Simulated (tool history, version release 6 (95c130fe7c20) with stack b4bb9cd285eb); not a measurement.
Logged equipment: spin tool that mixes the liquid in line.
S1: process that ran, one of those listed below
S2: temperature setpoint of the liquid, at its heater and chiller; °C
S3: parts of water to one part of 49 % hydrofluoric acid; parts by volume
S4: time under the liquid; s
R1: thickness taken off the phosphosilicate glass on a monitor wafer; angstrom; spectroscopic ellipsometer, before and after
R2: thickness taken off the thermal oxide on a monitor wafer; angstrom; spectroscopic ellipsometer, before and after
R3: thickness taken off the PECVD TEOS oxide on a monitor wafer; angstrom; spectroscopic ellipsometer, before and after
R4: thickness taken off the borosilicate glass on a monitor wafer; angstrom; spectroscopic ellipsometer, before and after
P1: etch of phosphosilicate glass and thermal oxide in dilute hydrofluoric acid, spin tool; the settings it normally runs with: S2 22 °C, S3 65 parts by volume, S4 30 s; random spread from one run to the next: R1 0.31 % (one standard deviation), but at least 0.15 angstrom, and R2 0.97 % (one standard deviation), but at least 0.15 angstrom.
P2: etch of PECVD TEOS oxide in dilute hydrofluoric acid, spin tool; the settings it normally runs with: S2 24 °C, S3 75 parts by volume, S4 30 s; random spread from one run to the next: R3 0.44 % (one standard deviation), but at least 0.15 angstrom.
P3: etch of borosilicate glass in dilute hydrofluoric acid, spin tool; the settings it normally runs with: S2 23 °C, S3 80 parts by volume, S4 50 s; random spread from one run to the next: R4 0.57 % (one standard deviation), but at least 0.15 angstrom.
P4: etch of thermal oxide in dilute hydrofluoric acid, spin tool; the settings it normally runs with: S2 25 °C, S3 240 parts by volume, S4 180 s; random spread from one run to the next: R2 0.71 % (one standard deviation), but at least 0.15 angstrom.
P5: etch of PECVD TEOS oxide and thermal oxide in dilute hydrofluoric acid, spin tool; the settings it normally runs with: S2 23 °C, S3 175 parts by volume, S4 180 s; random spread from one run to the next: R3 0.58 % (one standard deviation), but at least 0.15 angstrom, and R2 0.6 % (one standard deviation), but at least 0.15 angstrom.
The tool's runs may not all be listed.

run 1 hour=9 | S1=P1 S2=22 S3=65 S4=30 | R1=302.99 R2=22.075
run 2 hour=23.5 | S1=P4 S2=25 S3=240 S4=85 | R2=14.622
run 3 hour=37.8 | S1=P1 S2=22 S3=115 S4=15 | R1=80.951 R2=6.1408
run 4 hour=48.6 | S1=P5 S2=18 S3=175 S4=180 | R2=35.175 R3=62.897
run 5 hour=60.7 | S1=P4 S2=25 S3=240 S4=180 | R2=30.918
run 6 hour=73.1 | S1=P3 S2=23 S3=30 S4=50 | R4=610.26
run 7 hour=86.8 | S1=P1 S2=17 S3=65 S4=30 | R1=245.56 R2=18.058
run 8 hour=94.1 | S1=P1 S2=26 S3=65 S4=15 | R1=177.03 R2=12.786
run 9 hour=105.6 | S1=P3 S2=23 S3=80 S4=50 | R4=216.44
run 10 hour=118.5 | S1=P4 S2=33.5 S3=240 S4=180 | R2=40.996
run 11 hour=125.3 | S1=P2 S2=24 S3=75 S4=30 | R3=106.95
run 12 hour=136.8 | S1=P3 S2=17 S3=80 S4=50 | R4=167.43
run 13 hour=152 | S1=P1 S2=30 S3=65 S4=30 | R1=420.59 R2=30.176
run 14 hour=167 | S1=P1 S2=22 S3=65 S4=30 | R1=304.5 R2=22.267
run 15 hour=178.6 | S1=P3 S2=23 S3=80 S4=50 | R4=217.31
run 16 hour=189.6 | S1=P1 S2=22 S3=65 S4=30 | R1=302.14 R2=22.101
run 17 hour=201.5 | S1=P4 S2=25 S3=240 S4=180 | R2=30.6
run 18 hour=209.6 | S1=P4 S2=25 S3=430 S4=180 | R2=14.227
run 19 hour=217.4 | S1=P2 S2=24 S3=20 S4=30 | R3=430.04
run 20 hour=229.9 | S1=P2 S2=17.5 S3=75 S4=30 | R3=81.621
run 21 hour=242.7 | S1=P1 S2=22 S3=65 S4=15 | R1=150.92 R2=11.185
run 22 hour=251.9 | S1=P5 S2=23 S3=175 S4=180 | R2=43.491 R3=76.376
run 23 hour=266.1 | S1=P1 S2=22 S3=65 S4=30 | R1=303.77 R2=22.144
run 24 hour=281.1 | S1=P1 S2=22 S3=115 S4=30 | R1=161.03 R2=11.9
run 25 hour=293.5 | S1=P3 S2=23 S3=80 S4=85 | R4=360.76
run 26 hour=305.6 | S1=P1 S2=22 S3=65 S4=50 | R1=503.89 R2=37.077
run 27 hour=319.2 | S1=P5 S2=23 S3=175 S4=320 | R2=76.586 R3=137.07
run 28 hour=327.8 | S1=P1 S2=22 S3=20 S4=30 | R1=1038.9 R2=76.609
run 29 hour=341.4 | S1=P2 S2=24 S3=75 S4=55 | R3=193.61
run 30 hour=349.5 | S1=P5 S2=23 S3=35 S4=180 | R2=255.43 R3=450.87
run 31 hour=363.5 | S1=P1 S2=22 S3=65 S4=30 | R1=303.47 R2=22.065
run 32 hour=371.5 | S1=P1 S2=22 S3=65 S4=30 | R1=310.22 R2=22.403
run 33 hour=381.7 | S1=P1 S2=22 S3=65 S4=30 | R1=315.51 R2=22.951
run 34 hour=397.1 | S1=P1 S2=22 S3=65 S4=30 | R1=319.71 R2=23.303
run 35 hour=410.7 | S1=P1 S2=22 S3=65 S4=30 | R1=324.52 R2=23.436
run 36 hour=423.9 | S1=P1 S2=22 S3=65 S4=30 | R1=325.99 R2=23.68
run 37 hour=432.3 | S1=P1 S2=22 S3=65 S4=30 | R1=328.73 R2=23.823
run 38 hour=440.6 | S1=P1 S2=22 S3=65 S4=30 | R1=327.74 R2=23.743
run 39 hour=450.5 | S1=P1 S2=22 S3=65 S4=30 | R1=328.02 R2=23.939
run 40 hour=458.3 | S1=P1 S2=22 S3=65 S4=30 | R1=328.51 R2=23.813
run 41 hour=468.2 | S1=P1 S2=22 S3=65 S4=30 | R1=330.25 R2=24.035

P1 has crept away from where it was. The log is fitted equally well by each of these 2 causes, at the sizes shown:
A: hydrofluoric acid flow above the setpoint (%) = 7.86
B: liquid hotter than its thermometer reads (K) = 1.99
The drift started at roughly hour 363.5.

Each of the check runs listed below is run on 5 wafers and reports their average, with the results left as question marks. Pick the one under which the possible causes would lead to clearly different results.
run check 1 hour=478.1 | S1=P3 S2=18.5 S3=55 S4=50 | R4=?
run check 2 hour=478.1 | S1=P4 S2=25 S3=400 S4=180 | R2=?
run check 3 hour=478.1 | S1=P5 S2=23 S3=55 S4=180 | R2=? R3=?
run check 4 hour=478.1 | S1=P2 S2=17.5 S3=75 S4=50 | R3=?

Outcome of each check run for each possible cause:
check=check_1 result=R4 if_A=289.82 if_B=291.05
check=check_2 result=R2 if_A=17.502 if_B=16.833
check=check_3 result=R2 if_A=170.81 if_B=170.93
check=check_3 result=R3 if_A=303.25 if_B=303.46
check=check_4 result=R3 if_A=147.01 if_B=147.37
Gap, in per cent, between the two causes that each check separates least, read from the result that separates them most: check 1 0.42 %; check 2 3.9 %; check 3 0.07 %; check 4 0.24 %
Check 2 is the one run that separates the causes; every other check would come out nearly the same whichever cause is at work.

Check 2 was then run and gave: R2 17.502 angstrom. Which cause is it?

The correct cause is A, namely: hydrofluoric acid flow above the setpoint (%).
